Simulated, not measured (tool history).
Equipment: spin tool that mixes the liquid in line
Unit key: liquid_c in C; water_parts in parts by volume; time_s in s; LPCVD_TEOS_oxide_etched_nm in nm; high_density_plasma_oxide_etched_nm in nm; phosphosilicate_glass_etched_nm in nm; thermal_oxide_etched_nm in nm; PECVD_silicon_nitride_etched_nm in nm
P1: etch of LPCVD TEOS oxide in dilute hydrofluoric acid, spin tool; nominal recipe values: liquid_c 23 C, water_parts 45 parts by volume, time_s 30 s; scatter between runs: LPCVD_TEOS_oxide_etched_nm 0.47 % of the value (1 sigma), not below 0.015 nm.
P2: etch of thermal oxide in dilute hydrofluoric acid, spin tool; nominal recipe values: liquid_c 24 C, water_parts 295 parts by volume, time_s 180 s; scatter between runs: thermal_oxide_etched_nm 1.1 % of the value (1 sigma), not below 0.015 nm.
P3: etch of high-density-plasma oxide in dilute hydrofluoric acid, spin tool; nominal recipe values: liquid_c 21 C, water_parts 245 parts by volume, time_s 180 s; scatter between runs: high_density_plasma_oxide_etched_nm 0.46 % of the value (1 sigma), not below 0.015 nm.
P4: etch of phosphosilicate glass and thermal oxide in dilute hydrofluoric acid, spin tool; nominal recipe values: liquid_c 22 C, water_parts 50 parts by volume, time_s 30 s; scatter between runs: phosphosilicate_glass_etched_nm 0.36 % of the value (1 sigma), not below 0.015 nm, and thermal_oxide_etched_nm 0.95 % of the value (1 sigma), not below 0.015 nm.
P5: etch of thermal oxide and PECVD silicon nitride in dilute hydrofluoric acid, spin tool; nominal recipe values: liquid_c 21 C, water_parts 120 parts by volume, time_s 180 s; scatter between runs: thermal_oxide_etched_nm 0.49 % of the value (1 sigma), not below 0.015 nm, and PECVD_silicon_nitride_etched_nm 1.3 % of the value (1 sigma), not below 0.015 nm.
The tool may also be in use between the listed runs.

| run | hour | process | liquid_c | water_parts | time_s | hours since the thermometer was replaced | hours since the hydrofluoric acid flow meter was replaced | LPCVD_TEOS_oxide_etched_nm | high_density_plasma_oxide_etched_nm | phosphosilicate_glass_etched_nm | thermal_oxide_etched_nm | PECVD_silicon_nitride_etched_nm |
|---|---|---|---|---|---|---|---|---|---|---|---|---|
| 1 | 6.7 | P1 | 23 | 45 | 30 | 217.4 | 511.8 | 23.564 |  |  |  |  |
| 2 | 14.4 | P3 | 21 | 245 | 180 | 225.1 | 519.5 |  | 4.6503 |  |  |  |
| 3 | 20.6 | P1 | 17 | 75 | 30 | 231.3 | 525.7 | 10.625 |  |  |  |  |
| 4 | 29 | P3 | 21 | 75 | 180 | 239.7 | 534.1 |  | 18.049 |  |  |  |
| 5 | 33.1 | P4 | 22 | 50 | 15 | 243.8 | 538.2 |  |  | 35.395 | 1.3546 |  |
| 6 | 37.1 | P2 | 24 | 295 | 180 | 247.8 | 542.2 |  |  |  | 2.2616 |  |
| 7 | 45 | P1 | 23 | 45 | 30 | 255.7 | 550.1 | 23.459 |  |  |  |  |
| 8 | 49.4 | P2 | 24 | 295 | 260 | 260.1 | 554.5 |  |  |  | 3.2246 |  |
| 9 | 55.8 | P3 | 21 | 245 | 180 | 266.5 | 560.9 |  | 4.59 |  |  |  |
| 10 | 62.8 | P1 | 23 | 45 | 65 | 273.5 | 567.9 | 50.68 |  |  |  |  |
| 11 | 67 | P1 | 23 | 45 | 15 | 277.7 | 572.1 | 11.574 |  |  |  |  |
| 12 | 71.4 | P1 | 23 | 45 | 30 | 282.1 | 576.5 | 23.358 |  |  |  |  |
| 13 | 77.2 | P5 | 21 | 215 | 180 | 287.9 | 582.3 |  |  |  | 3.0338 | 1.123 |
| 14 | 81.1 | P1 | 23 | 70 | 30 | 291.8 | 586.2 | 14.493 |  |  |  |  |
| 15 | 88.5 | P3 | 17 | 245 | 180 | 299.2 | 593.6 |  | 4.0249 |  |  |  |
| 16 | 94 | P4 | 22 | 85 | 30 | 304.7 | 599.1 |  |  | 39.654 | 1.5037 |  |
| 17 | 99.4 | P1 | 17.5 | 45 | 30 | 310.1 | 604.5 | 18.494 |  |  |  |  |
| 18 | 105.2 | P1 | 23 | 25 | 30 | 315.9 | 610.3 | 43.332 |  |  |  |  |
| 19 | 110.2 | P2 | 24 | 100 | 180 | 320.9 | 615.3 |  |  |  | 8.0693 |  |
| 20 | 115.3 | P2 | 17.5 | 295 | 180 | 326 | 620.4 |  |  |  | 1.7462 |  |
| 21 | 122.9 | P5 | 17 | 120 | 180 | 333.6 | 628 |  |  |  | 5.0905 | 1.4984 |
| 22 | 127.3 | P5 | 21 | 120 | 335 | 338 | 632.4 |  |  |  | 11.203 | 3.7715 |
| 23 | 132.7 | P5 | 21 | 120 | 180 | 343.4 | 637.8 |  |  |  | 5.9256 | 1.9881 |
| 24 | 140.7 | P3 | 21 | 245 | 60 | 351.4 | 645.8 |  | 1.527 |  |  |  |
| 25 | 147.6 | P5 | 21 | 120 | 180 | 358.3 | 652.7 |  |  |  | 5.9551 | 2.0463 |
| 26 | 151.7 | P1 | 30.5 | 45 | 30 | 362.4 | 656.8 | 31.56 |  |  |  |  |
| 27 | 159.5 | P1 | 23 | 45 | 30 | 370.2 | 664.6 | 23.367 |  |  |  |  |
| 28 | 166.4 | P4 | 22 | 50 | 30 | 377.1 | 671.5 |  |  | 70.355 | 2.7081 |  |
| 29 | 174.2 | P4 | 17 | 50 | 30 | 384.9 | 679.3 |  |  | 57.287 | 2.1574 |  |
| 30 | 182.6 | P1 | 23 | 45 | 30 | 393.3 | 687.7 | 23.502 |  |  |  |  |
| 31 | 188.8 | P1 | 23 | 45 | 30 | 399.5 | 693.9 | 23.46 |  |  |  |  |
| 32 | 193.8 | P1 | 23 | 45 | 30 | 404.5 | 698.9 | 22.499 |  |  |  |  |
| 33 | 199.4 | P1 | 23 | 45 | 30 | 410.1 | 704.5 | 22.238 |  |  |  |  |
| 34 | 203.2 | P1 | 23 | 45 | 30 | 413.9 | 708.3 | 21.987 |  |  |  |  |
| 35 | 208.6 | P1 | 23 | 45 | 30 | 419.3 | 713.7 | 21.922 |  |  |  |  |
| 36 | 212.9 | P1 | 23 | 45 | 30 | 423.6 | 718 | 21.848 |  |  |  |  |
| 37 | 218.4 | P1 | 23 | 45 | 30 | 429.1 | 723.5 | 21.69 |  |  |  |  |
| 38 | 222.2 | P1 | 23 | 45 | 30 | 432.9 | 727.3 | 21.572 |  |  |  |  |
| 39 | 225.8 | P1 | 23 | 45 | 30 | 436.5 | 730.9 | 21.622 |  |  |  |  |

The output of P1 has drifted from where it used to be. Each of the 2 causes below, taken at the size shown beside it, accounts for the log equally well:
A: hydrofluoric acid flow below the setpoint (%) = 6.75
B: liquid colder than its thermometer reads (K) = 1.77
The gradual shift began around hour 188.8.

4 check runs are offered, each on 5 wafers whose results are averaged, their results left as question marks. Which one tells the causes apart?
| check 1 | 229.4 | P4 | 17 | 50 | 30 |  |  |  |  | ? | ? |  |
| check 2 | 229.4 | P3 | 17 | 90 | 180 |  |  |  | ? |  |  |  |
| check 3 | 229.4 | P5 | 17.5 | 120 | 180 |  |  |  |  |  | ? | ? |
| check 4 | 229.4 | P2 | 24 | 115 | 180 |  |  |  |  |  | ? |  |

Outcome of each check run for each possible cause:
| check | result | if A | if B |
|---|---|---|---|
| check 1 | phosphosilicate_glass_etched_nm | 52.831 | 52.642 |
| check 1 | thermal_oxide_etched_nm | 2.0233 | 2.0161 |
| check 2 | high_density_plasma_oxide_etched_nm | 11.604 | 11.615 |
| check 3 | thermal_oxide_etched_nm | 4.8039 | 4.8264 |
| check 3 | PECVD_silicon_nitride_etched_nm | 1.4942 | 1.4137 |
| check 4 | thermal_oxide_etched_nm | 6.3701 | 6.4331 |
Smallest distance between any two causes, each pair judged by its most separating result, in per cent: check 1 0.36 %; check 2 0.1 %; check 3 5.54 %; check 4 0.98 %
Only in check 3 would the causes give clearly different results; in the remaining checks their results would be nearly the same.

With check 3 done, the readings were: thermal_oxide_etched_nm 4.8043 nm; PECVD_silicon_nitride_etched_nm 1.4881 nm. Identify which of the listed causes applies.

The correct cause is A, namely: hydrofluoric acid flow below the setpoint (%).
